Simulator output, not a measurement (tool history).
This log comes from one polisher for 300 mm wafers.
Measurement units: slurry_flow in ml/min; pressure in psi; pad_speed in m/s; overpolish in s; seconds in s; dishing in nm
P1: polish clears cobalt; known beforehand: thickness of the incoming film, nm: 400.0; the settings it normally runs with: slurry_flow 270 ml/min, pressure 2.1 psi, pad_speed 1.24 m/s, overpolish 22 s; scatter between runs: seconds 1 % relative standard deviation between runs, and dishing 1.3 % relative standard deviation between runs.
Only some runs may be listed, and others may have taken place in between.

{"run": 1, "hour": 12.7, "slurry_flow": 270, "pressure": 2.1, "pad_speed": 1.24, "overpolish": 22, "seconds": 66.432, "dishing": 59.119}
{"run": 2, "hour": 25.1, "slurry_flow": 270, "pressure": 2.1, "pad_speed": 0.72, "overpolish": 22, "seconds": 116.26, "dishing": 46.434}
{"run": 3, "hour": 35.0, "slurry_flow": 270, "pressure": 2.1, "pad_speed": 1.24, "overpolish": 22, "seconds": 66.13, "dishing": 59.13}
{"run": 4, "hour": 49.1, "slurry_flow": 180, "pressure": 3.2, "pad_speed": 1.24, "overpolish": 22, "seconds": 46.614, "dishing": 66.004}
{"run": 5, "hour": 59.1, "slurry_flow": 160, "pressure": 2.1, "pad_speed": 1.24, "overpolish": 22, "seconds": 71.086, "dishing": 58.143}
{"run": 6, "hour": 69.2, "slurry_flow": 270, "pressure": 1.4, "pad_speed": 1.24, "overpolish": 38, "seconds": 99.792, "dishing": 62.806}
{"run": 7, "hour": 83.9, "slurry_flow": 270, "pressure": 3.0, "pad_speed": 1.24, "overpolish": 34, "seconds": 47.592, "dishing": 70.726}
{"run": 8, "hour": 95.1, "slurry_flow": 270, "pressure": 1.4, "pad_speed": 1.24, "overpolish": 22, "seconds": 100.5, "dishing": 49.088}
{"hour": 99.2, "done": "slurry nozzle cleaned"}
{"run": 9, "hour": 106.3, "slurry_flow": 270, "pressure": 2.9, "pad_speed": 1.24, "overpolish": 22, "seconds": 47.232, "dishing": 63.07}
{"run": 10, "hour": 117.1, "slurry_flow": 270, "pressure": 2.1, "pad_speed": 1.24, "overpolish": 22, "seconds": 66.969, "dishing": 59.041}
{"run": 11, "hour": 128.8, "slurry_flow": 270, "pressure": 2.1, "pad_speed": 1.24, "overpolish": 40, "seconds": 67.134, "dishing": 67.541}
{"run": 12, "hour": 140.5, "slurry_flow": 270, "pressure": 2.1, "pad_speed": 1.94, "overpolish": 22, "seconds": 42.568, "dishing": 66.005}
{"run": 13, "hour": 152.2, "slurry_flow": 270, "pressure": 2.1, "pad_speed": 1.24, "overpolish": 22, "seconds": 66.231, "dishing": 59.331}
{"run": 14, "hour": 162.3, "slurry_flow": 270, "pressure": 2.1, "pad_speed": 1.24, "overpolish": 22, "seconds": 67.024, "dishing": 58.869}
{"run": 15, "hour": 170.5, "slurry_flow": 270, "pressure": 2.1, "pad_speed": 1.24, "overpolish": 22, "seconds": 66.929, "dishing": 59.397}
{"run": 16, "hour": 178.9, "slurry_flow": 405, "pressure": 2.1, "pad_speed": 1.24, "overpolish": 22, "seconds": 63.895, "dishing": 59.402}
{"run": 17, "hour": 190.7, "slurry_flow": 270, "pressure": 2.1, "pad_speed": 1.24, "overpolish": 7, "seconds": 67.049, "dishing": 29.934}
{"run": 18, "hour": 203.4, "slurry_flow": 270, "pressure": 2.1, "pad_speed": 1.24, "overpolish": 22, "seconds": 66.753, "dishing": 58.405}
{"run": 19, "hour": 217.3, "slurry_flow": 270, "pressure": 2.1, "pad_speed": 1.24, "overpolish": 22, "seconds": 68.77, "dishing": 58.37}
{"run": 20, "hour": 225.5, "slurry_flow": 270, "pressure": 2.1, "pad_speed": 1.24, "overpolish": 22, "seconds": 66.464, "dishing": 58.909}
{"run": 21, "hour": 238.1, "slurry_flow": 270, "pressure": 2.1, "pad_speed": 1.24, "overpolish": 22, "seconds": 67.547, "dishing": 59.809}
{"run": 22, "hour": 245.9, "slurry_flow": 270, "pressure": 2.1, "pad_speed": 1.24, "overpolish": 22, "seconds": 69.473, "dishing": 58.105}
{"run": 23, "hour": 257.7, "slurry_flow": 270, "pressure": 2.1, "pad_speed": 1.24, "overpolish": 22, "seconds": 68.544, "dishing": 57.616}
{"hour": 267.4, "done": "head pressure recalibrated"}
{"run": 24, "hour": 267.6, "slurry_flow": 270, "pressure": 2.1, "pad_speed": 1.24, "overpolish": 22, "seconds": 70.416, "dishing": 57.307}
{"run": 25, "hour": 282.5, "slurry_flow": 270, "pressure": 2.1, "pad_speed": 1.24, "overpolish": 22, "seconds": 70.375, "dishing": 58.996}
{"run": 26, "hour": 293.6, "slurry_flow": 270, "pressure": 2.1, "pad_speed": 1.24, "overpolish": 22, "seconds": 70.287, "dishing": 58.404}
{"run": 27, "hour": 303.1, "slurry_flow": 270, "pressure": 2.1, "pad_speed": 1.24, "overpolish": 22, "seconds": 71.11, "dishing": 58.806}
{"run": 28, "hour": 311.4, "slurry_flow": 270, "pressure": 2.1, "pad_speed": 1.24, "overpolish": 22, "seconds": 70.36, "dishing": 57.61}
{"run": 29, "hour": 319.6, "slurry_flow": 270, "pressure": 2.1, "pad_speed": 1.24, "overpolish": 22, "seconds": 70.474, "dishing": 57.33}

P1 has crept away from where it was. The log is fitted equally well by each of these 2 causes, at the sizes shown:
A: removal rate lost through wear of the pad, % = 5.35
B: slurry flow missing at the pad, % = 35.7
The gradual shift began around hour 203.4.
Every other cause this tool's parts could produce, and why it does not fit the log:
head's pressure below its setpoint, %: maintenance at hour 267.4, after the shift began, did not return the process to its former output

The list below offers 4 check runs, each averaging the results of 5 wafers, and shows each result as a question mark. For which of them would the listed causes give clearly different results?
{"run": "check 1", "hour": 327.8, "slurry_flow": 270, "pressure": 2.1, "pad_speed": 1.9, "overpolish": 22, "seconds": "?", "dishing": "?"}
{"run": "check 2", "hour": 327.8, "slurry_flow": 270, "pressure": 2.1, "pad_speed": 1.72, "overpolish": 7, "seconds": "?", "dishing": "?"}
{"run": "check 3", "hour": 327.8, "slurry_flow": 270, "pressure": 2.8, "pad_speed": 1.24, "overpolish": 31, "seconds": "?", "dishing": "?"}
{"run": "check 4", "hour": 327.8, "slurry_flow": 160, "pressure": 2.1, "pad_speed": 1.24, "overpolish": 22, "seconds": "?", "dishing": "?"}

Outcome of each check run for each possible cause:
check=check_1 result=seconds if_A=45.934 if_B=45.940
check=check_1 result=dishing if_A=65.464 if_B=65.463
check=check_2 result=seconds if_A=50.741 if_B=50.747
check=check_2 result=dishing if_A=37.404 if_B=37.401
check=check_3 result=seconds if_A=52.787 if_B=52.794
check=check_3 result=dishing if_A=67.834 if_B=67.833
check=check_4 result=seconds if_A=75.339 if_B=77.986
check=check_4 result=dishing if_A=56.442 if_B=55.640
Per-check spread between the two closest causes, in the result where they differ most: check 1 0.01 %; check 2 0.01 %; check 3 0.01 %; check 4 3.45 %
Of the check runs offered, only check 4 discriminates between the causes; the rest would read about the same regardless of which cause applies.

The results of check 4 are: seconds 77.642 s; dishing 55.587 nm. Based on these, which of the listed causes is it?

It was cause B: slurry flow missing at the pad, %.
